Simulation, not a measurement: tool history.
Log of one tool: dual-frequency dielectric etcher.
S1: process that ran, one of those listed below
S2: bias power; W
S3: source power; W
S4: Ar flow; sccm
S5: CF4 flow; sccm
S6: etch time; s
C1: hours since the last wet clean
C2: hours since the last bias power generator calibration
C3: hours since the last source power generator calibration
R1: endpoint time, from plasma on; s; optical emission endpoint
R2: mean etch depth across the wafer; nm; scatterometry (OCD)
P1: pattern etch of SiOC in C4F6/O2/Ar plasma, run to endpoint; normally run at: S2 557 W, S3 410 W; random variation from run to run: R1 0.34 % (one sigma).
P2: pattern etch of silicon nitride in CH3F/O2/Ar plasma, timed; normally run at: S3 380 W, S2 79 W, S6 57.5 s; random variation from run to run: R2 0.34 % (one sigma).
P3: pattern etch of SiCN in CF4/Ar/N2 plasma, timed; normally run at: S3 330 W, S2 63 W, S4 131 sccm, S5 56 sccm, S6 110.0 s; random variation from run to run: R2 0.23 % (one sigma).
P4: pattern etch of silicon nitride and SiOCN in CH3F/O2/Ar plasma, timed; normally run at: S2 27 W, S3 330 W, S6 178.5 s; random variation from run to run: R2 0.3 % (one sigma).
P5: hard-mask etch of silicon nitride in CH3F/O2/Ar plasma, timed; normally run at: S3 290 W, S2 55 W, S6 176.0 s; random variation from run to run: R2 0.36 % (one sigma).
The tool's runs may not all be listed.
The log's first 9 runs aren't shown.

run	hour	S1	S2	S3	S4	S5	S6	C1	C2	C3	R1	R2
10	96.4	P2	100	380			57.5	304.3	727.2	1899.7		43.709
11	103.1	P1	557	310				311.0	733.9	1906.4	12.555	
12	112.3	P5	74	290			176.0	320.2	743.1	1915.6		108.240
13	125.2	P3	47	330	131	56	110.0	333.1	756.0	1928.5		57.275
14	133.6	P3	63	330	131	56	110.0	341.5	764.4	1936.9		63.651
15	140.6	P2	79	520			57.5	348.5	771.4	1943.9		45.487
16	146.8	P4	17	330			178.5	354.7	777.6	1950.1		20.528
17	156.0	P4	27	330			134.5	363.9	786.8	1959.3		19.077
18	162.8	P3	63	330	131	56	110.0	370.7	793.6	1966.1		63.601
19	172.2	P5	55	290			134.0	380.1	803.0	1975.5		75.359
20	181.7	P2	79	380			33.5	389.6	812.5	1985.0		23.553
21	189.7	P3	63	330	131	45	110.0	397.6	820.5	1993.0		61.042
22	196.5	P4	27	330			178.5	404.4	827.3	1999.8		25.304
23	204.9	P2	79	380			57.5	412.8	835.7	2008.2		40.271
24	216.8	P1	410	410				424.7	847.6	2020.1	12.697	
25	228.7	P1	387	300				436.6	859.5	2032.0	14.525	
26	237.9	P5	55	290			176.0	445.8	868.7	2041.2		97.676
27	249.5	P3	63	330	167	56	110.0	457.4	880.3	2052.8		61.108
28	260.0	P5	55	290			176.0	467.9	890.8	2063.3		98.833
29	272.7	P1	557	410				480.6	903.5	2076.0	11.357	
30	279.3	P4	27	330			178.5	487.2	910.1	2082.6		25.212

Forecast run 31:
31	285.8	P3	63	200	131	56	110.0	493.7	916.6	2089.1		?

R2: 41.205 nm

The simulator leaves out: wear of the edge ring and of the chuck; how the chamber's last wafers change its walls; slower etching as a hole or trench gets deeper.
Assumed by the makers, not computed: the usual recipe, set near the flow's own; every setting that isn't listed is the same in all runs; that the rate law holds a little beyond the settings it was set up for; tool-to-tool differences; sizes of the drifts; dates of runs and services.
